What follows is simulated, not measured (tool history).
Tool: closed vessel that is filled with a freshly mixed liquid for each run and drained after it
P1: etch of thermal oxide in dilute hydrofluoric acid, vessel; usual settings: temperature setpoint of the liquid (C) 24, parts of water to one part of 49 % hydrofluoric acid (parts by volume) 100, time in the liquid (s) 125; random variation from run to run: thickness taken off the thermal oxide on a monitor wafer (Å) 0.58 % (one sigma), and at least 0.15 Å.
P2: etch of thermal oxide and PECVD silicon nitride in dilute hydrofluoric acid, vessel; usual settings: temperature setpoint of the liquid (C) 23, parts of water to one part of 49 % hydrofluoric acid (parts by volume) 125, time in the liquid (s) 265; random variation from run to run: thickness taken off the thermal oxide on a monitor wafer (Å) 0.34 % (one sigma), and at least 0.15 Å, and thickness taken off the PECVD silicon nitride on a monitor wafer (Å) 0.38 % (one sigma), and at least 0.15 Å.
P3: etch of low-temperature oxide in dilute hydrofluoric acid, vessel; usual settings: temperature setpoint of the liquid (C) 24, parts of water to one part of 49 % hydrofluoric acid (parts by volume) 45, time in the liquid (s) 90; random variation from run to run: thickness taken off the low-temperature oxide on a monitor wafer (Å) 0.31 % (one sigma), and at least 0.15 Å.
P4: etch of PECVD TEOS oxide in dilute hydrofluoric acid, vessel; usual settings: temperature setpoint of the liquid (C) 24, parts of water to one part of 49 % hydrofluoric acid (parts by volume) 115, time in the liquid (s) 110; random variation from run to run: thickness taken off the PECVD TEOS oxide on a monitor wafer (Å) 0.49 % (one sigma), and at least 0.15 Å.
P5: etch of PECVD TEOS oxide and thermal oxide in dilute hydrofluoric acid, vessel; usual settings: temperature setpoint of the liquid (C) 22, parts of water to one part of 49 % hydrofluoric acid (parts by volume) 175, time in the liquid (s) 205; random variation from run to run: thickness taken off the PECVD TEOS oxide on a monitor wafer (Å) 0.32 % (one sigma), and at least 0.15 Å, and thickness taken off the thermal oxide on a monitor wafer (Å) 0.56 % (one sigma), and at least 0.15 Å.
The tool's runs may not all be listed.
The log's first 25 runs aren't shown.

run,hour,process that ran,temperature setpoint of the liquid (C),parts of water to one part of 49 % hydrofluoric acid (parts by volume),time in the liquid (s),thickness taken off the thermal oxide on a monitor wafer (Å),thickness taken off the PECVD TEOS oxide on a monitor wafer (Å),thickness taken off the PECVD silicon nitride on a monitor wafer (Å),thickness taken off the low-temperature oxide on a monitor wafer (Å)
26,334.1,P5,22,175,205,45.798,81.641,,
27,345.3,P4,24,115,30,,47.716,,
28,359.3,P2,23,210,265,48.259,,53.679,
29,376.0,P4,24,115,110,,175.040,,
30,390.3,P5,22,175,205,45.368,82.118,,
31,406.9,P3,24,45,30,,,,76.853
32,416.5,P1,24,100,125,56.475,,,
33,426.1,P1,24,100,125,57.304,,,
34,440.3,P1,24,100,125,58.063,,,
35,451.5,P1,24,100,125,58.321,,,
36,461.4,P1,24,100,125,58.300,,,
37,473.9,P1,24,100,125,59.526,,,
38,488.1,P1,24,100,125,59.603,,,
39,500.7,P1,24,100,125,59.353,,,
40,510.3,P1,24,100,125,59.005,,,

Run 41 comes next. What will it give?
41,520.3,P1,24,100,125,?,,,

Run 41 gave thickness taken off the thermal oxide on a monitor wafer (Å) 58.898.

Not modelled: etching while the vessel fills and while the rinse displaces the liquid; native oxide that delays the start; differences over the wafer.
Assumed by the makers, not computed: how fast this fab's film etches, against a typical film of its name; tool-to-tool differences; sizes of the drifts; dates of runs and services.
